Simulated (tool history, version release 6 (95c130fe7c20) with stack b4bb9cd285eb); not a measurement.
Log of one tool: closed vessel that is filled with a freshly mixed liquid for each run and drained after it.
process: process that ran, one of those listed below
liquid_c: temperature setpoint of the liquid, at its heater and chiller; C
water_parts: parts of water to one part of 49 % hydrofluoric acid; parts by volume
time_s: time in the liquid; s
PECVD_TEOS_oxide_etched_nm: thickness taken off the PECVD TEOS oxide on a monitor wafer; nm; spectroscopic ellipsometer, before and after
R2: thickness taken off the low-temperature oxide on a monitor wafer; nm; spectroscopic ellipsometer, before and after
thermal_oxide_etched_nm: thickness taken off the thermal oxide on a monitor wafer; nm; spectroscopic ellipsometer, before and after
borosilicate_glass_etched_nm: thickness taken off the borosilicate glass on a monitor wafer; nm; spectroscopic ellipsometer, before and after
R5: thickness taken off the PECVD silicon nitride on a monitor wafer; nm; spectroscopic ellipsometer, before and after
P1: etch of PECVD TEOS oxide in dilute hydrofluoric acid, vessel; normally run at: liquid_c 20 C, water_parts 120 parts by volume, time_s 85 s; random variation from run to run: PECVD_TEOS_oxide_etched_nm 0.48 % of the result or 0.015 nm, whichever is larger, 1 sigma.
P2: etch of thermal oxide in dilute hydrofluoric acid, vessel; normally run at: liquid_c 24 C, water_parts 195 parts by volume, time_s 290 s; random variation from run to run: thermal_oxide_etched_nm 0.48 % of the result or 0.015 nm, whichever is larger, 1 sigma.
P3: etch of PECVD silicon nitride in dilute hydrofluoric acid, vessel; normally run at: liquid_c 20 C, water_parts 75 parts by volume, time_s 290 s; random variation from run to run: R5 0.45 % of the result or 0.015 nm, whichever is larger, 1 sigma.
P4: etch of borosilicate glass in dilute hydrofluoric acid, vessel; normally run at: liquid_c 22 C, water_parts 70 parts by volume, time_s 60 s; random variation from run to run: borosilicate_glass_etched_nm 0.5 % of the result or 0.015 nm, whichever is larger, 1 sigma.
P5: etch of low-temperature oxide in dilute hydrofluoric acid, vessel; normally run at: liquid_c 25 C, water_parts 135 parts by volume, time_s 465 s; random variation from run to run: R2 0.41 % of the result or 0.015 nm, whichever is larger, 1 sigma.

Run 1, hour 16.3: process P1, liquid_c 20 C, water_parts 120 parts by volume, time_s 85 s. Result: PECVD_TEOS_oxide_etched_nm 7.6641 nm.
Run 2, hour 28.5: process P1, liquid_c 17 C, water_parts 120 parts by volume, time_s 40 s. Result: PECVD_TEOS_oxide_etched_nm 3.2212 nm.
Run 3, hour 37.2: process P5, liquid_c 25 C, water_parts 135 parts by volume, time_s 125 s. Result: R2 9.8465 nm.
Run 4, hour 47: process P1, liquid_c 17 C, water_parts 120 parts by volume, time_s 85 s. Result: PECVD_TEOS_oxide_etched_nm 6.9033 nm.
Run 5, hour 60.7: process P1, liquid_c 20 C, water_parts 120 parts by volume, time_s 85 s. Result: PECVD_TEOS_oxide_etched_nm 7.6633 nm.
Run 6, hour 70.4: process P2, liquid_c 24 C, water_parts 195 parts by volume, time_s 75 s. Result: thermal_oxide_etched_nm 1.7383 nm.
Run 7, hour 83.8: process P5, liquid_c 25 C, water_parts 135 parts by volume, time_s 465 s. Result: R2 36.618 nm.
At hour 91.5: hydrofluoric acid flow meter replaced.
Run 8, hour 96.7: process P1, liquid_c 20 C, water_parts 120 parts by volume, time_s 85 s. Result: PECVD_TEOS_oxide_etched_nm 7.6808 nm.
Run 9, hour 104.6: process P2, liquid_c 24 C, water_parts 300 parts by volume, time_s 290 s. Result: thermal_oxide_etched_nm 3.9395 nm.
Run 10, hour 115.8: process P4, liquid_c 22 C, water_parts 70 parts by volume, time_s 60 s. Result: borosilicate_glass_etched_nm 39.193 nm.
Run 11, hour 128.7: process P5, liquid_c 25 C, water_parts 135 parts by volume, time_s 465 s. Result: R2 36.824 nm.
Run 12, hour 137: process P1, liquid_c 27 C, water_parts 120 parts by volume, time_s 85 s. Result: PECVD_TEOS_oxide_etched_nm 10.149 nm.
Run 13, hour 152.5: process P3, liquid_c 20 C, water_parts 135 parts by volume, time_s 290 s. Result: R5 5.3873 nm.
Run 14, hour 161.1: process P3, liquid_c 20 C, water_parts 75 parts by volume, time_s 290 s. Result: R5 9.5961 nm.
Run 15, hour 177.2: process P4, liquid_c 22 C, water_parts 70 parts by volume, time_s 105 s. Result: borosilicate_glass_etched_nm 68.114 nm.
Run 16, hour 193.4: process P1, liquid_c 20 C, water_parts 120 parts by volume, time_s 85 s. Result: PECVD_TEOS_oxide_etched_nm 7.7512 nm.
Run 17, hour 205.7: process P4, liquid_c 17 C, water_parts 70 parts by volume, time_s 60 s. Result: borosilicate_glass_etched_nm 31.527 nm.
Run 18, hour 219.6: process P1, liquid_c 20 C, water_parts 120 parts by volume, time_s 155 s. Result: PECVD_TEOS_oxide_etched_nm 14.043 nm.
Run 19, hour 229.2: process P3, liquid_c 20 C, water_parts 75 parts by volume, time_s 290 s. Result: R5 9.6053 nm.
Run 20, hour 238.7: process P1, liquid_c 20 C, water_parts 120 parts by volume, time_s 85 s. Result: PECVD_TEOS_oxide_etched_nm 7.7108 nm.
Run 21, hour 249.9: process P1, liquid_c 20 C, water_parts 70 parts by volume, time_s 85 s. Result: PECVD_TEOS_oxide_etched_nm 13.919 nm.
Run 22, hour 265.4: process P3, liquid_c 20 C, water_parts 75 parts by volume, time_s 540 s. Result: R5 17.829 nm.
Run 23, hour 282.6: process P1, liquid_c 20 C, water_parts 175 parts by volume, time_s 85 s. Result: PECVD_TEOS_oxide_etched_nm 5.0114 nm.
Run 24, hour 290.7: process P1, liquid_c 27 C, water_parts 185 parts by volume, time_s 85 s. Result: PECVD_TEOS_oxide_etched_nm 6.0242 nm.
Run 25, hour 301.3: process P5, liquid_c 17 C, water_parts 135 parts by volume, time_s 465 s. Result: R2 26.839 nm.
Run 26, hour 318.8: process P3, liquid_c 17 C, water_parts 75 parts by volume, time_s 290 s. Result: R5 7.7436 nm.
Run 27, hour 330.5: process P2, liquid_c 24 C, water_parts 195 parts by volume, time_s 290 s. Result: thermal_oxide_etched_nm 6.7777 nm.
Run 28, hour 348.5: process P2, liquid_c 17 C, water_parts 195 parts by volume, time_s 290 s. Result: thermal_oxide_etched_nm 5.1932 nm.
Run 29, hour 362.6: process P1, liquid_c 25 C, water_parts 215 parts by volume, time_s 85 s. Result: PECVD_TEOS_oxide_etched_nm 4.7217 nm.
Run 30, hour 372.4: process P5, liquid_c 25 C, water_parts 40 parts by volume, time_s 465 s. Result: R2 139.55 nm.
Run 31, hour 383.9: process P1, liquid_c 20 C, water_parts 120 parts by volume, time_s 50 s. Result: PECVD_TEOS_oxide_etched_nm 4.5412 nm.
Run 32, hour 396.9: process P4, liquid_c 22 C, water_parts 120 parts by volume, time_s 60 s. Result: borosilicate_glass_etched_nm 21.395 nm.
Run 33, hour 409.4: process P1, liquid_c 20 C, water_parts 120 parts by volume, time_s 85 s. Result: PECVD_TEOS_oxide_etched_nm 7.7759 nm.
Run 34, hour 420.2: process P1, liquid_c 20 C, water_parts 120 parts by volume, time_s 85 s. Result: PECVD_TEOS_oxide_etched_nm 7.7415 nm.
Run 35, hour 435.6: process P1, liquid_c 20 C, water_parts 120 parts by volume, time_s 85 s. Result: PECVD_TEOS_oxide_etched_nm 7.9378 nm.
Run 36, hour 453.4: process P1, liquid_c 20 C, water_parts 120 parts by volume, time_s 85 s. Result: PECVD_TEOS_oxide_etched_nm 8.0475 nm.
Run 37, hour 467.7: process P1, liquid_c 20 C, water_parts 120 parts by volume, time_s 85 s. Result: PECVD_TEOS_oxide_etched_nm 8.1348 nm.
Run 38, hour 477.3: process P1, liquid_c 20 C, water_parts 120 parts by volume, time_s 85 s. Result: PECVD_TEOS_oxide_etched_nm 8.1562 nm.
Run 39, hour 492.2: process P1, liquid_c 20 C, water_parts 120 parts by volume, time_s 85 s. Result: PECVD_TEOS_oxide_etched_nm 8.2136 nm.
Run 40, hour 503.8: process P1, liquid_c 20 C, water_parts 120 parts by volume, time_s 85 s. Result: PECVD_TEOS_oxide_etched_nm 8.1311 nm.

What P1 gives has crept away from where it was. These 2 causes fit the log equally well, each at the size given:
A: liquid hotter than its thermometer reads (K) = 1.48
B: hydrofluoric acid flow above the setpoint (%) = 5.41
The creep began at about hour 420.2.

4 check runs are offered, one wafer each, their results left as question marks. Which one tells the causes apart?
Run check 1, hour 515.4: process P4, liquid_c 17 C, water_parts 120 parts by volume, time_s 60 s. Result: borosilicate_glass_etched_nm ?.
Run check 2, hour 515.4: process P5, liquid_c 25 C, water_parts 80 parts by volume, time_s 250 s. Result: R2 ?.
Run check 3, hour 515.4: process P3, liquid_c 20 C, water_parts 125 parts by volume, time_s 290 s. Result: R5 ?.
Run check 4, hour 515.4: process P2, liquid_c 17 C, water_parts 195 parts by volume, time_s 135 s. Result: thermal_oxide_etched_nm ?.

What each check would give under each cause:
  check                        result    if A    if B
check 1  borosilicate_glass_etched_nm  18.614   18.57
check 2                            R2  37.813  37.793
check 3                            R5  6.4352  6.1352
check 4       thermal_oxide_etched_nm  2.5535  2.5618
How far apart the two closest causes lie, in the result that separates them most: check 1 0.23 %; check 2 0.05 %; check 3 4.77 %; check 4 0.32 %
Check 3 tells the causes apart: in the others they would give nearly the same result.

Check 3 was then run and gave: R5 6.493 nm. Which cause is it?

It is A: liquid hotter than its thermometer reads (K).
